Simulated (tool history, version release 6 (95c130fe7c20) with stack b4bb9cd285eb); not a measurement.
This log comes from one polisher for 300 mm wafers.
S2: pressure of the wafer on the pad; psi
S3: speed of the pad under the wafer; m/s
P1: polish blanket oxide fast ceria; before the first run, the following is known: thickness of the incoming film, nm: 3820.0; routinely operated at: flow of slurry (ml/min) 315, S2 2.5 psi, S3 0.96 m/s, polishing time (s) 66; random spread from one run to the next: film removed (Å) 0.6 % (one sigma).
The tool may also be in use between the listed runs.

{"run": 1, "hour": 8.8, "flow of slurry (ml/min)": 315, "S2": 2.5, "S3": 0.96, "polishing time (s)": 66, "film removed (Å)": 9606.7}
{"run": 2, "hour": 19.7, "flow of slurry (ml/min)": 480, "S2": 1.6, "S3": 0.96, "polishing time (s)": 66, "film removed (Å)": 6366.1}
{"run": 3, "hour": 30.4, "flow of slurry (ml/min)": 315, "S2": 2.5, "S3": 0.96, "polishing time (s)": 66, "film removed (Å)": 9717.2}
{"run": 4, "hour": 40.3, "flow of slurry (ml/min)": 315, "S2": 2.5, "S3": 0.96, "polishing time (s)": 66, "film removed (Å)": 9780.6}
{"run": 5, "hour": 48.5, "flow of slurry (ml/min)": 315, "S2": 2.5, "S3": 0.96, "polishing time (s)": 66, "film removed (Å)": 9627.5}
{"run": 6, "hour": 61.7, "flow of slurry (ml/min)": 315, "S2": 2.5, "S3": 1.44, "polishing time (s)": 66, "film removed (Å)": 14489}
{"run": 7, "hour": 75.2, "flow of slurry (ml/min)": 315, "S2": 1.2, "S3": 0.96, "polishing time (s)": 66, "film removed (Å)": 4620.6}
{"run": 8, "hour": 89.0, "flow of slurry (ml/min)": 315, "S2": 2.5, "S3": 0.54, "polishing time (s)": 66, "film removed (Å)": 5337.2}
{"run": 9, "hour": 99.0, "flow of slurry (ml/min)": 465, "S2": 2.5, "S3": 0.96, "polishing time (s)": 66, "film removed (Å)": 9865}
{"run": 10, "hour": 106.1, "flow of slurry (ml/min)": 315, "S2": 2.5, "S3": 0.96, "polishing time (s)": 66, "film removed (Å)": 9631}
{"run": 11, "hour": 118.3, "flow of slurry (ml/min)": 315, "S2": 2.5, "S3": 0.96, "polishing time (s)": 31, "film removed (Å)": 4523.7}

Forecast run 12:
{"run": 12, "hour": 128.1, "flow of slurry (ml/min)": 315, "S2": 2.5, "S3": 0.96, "polishing time (s)": 101, "film removed (Å)": "?"}

Logged for run 12: film removed (Å) 14597.
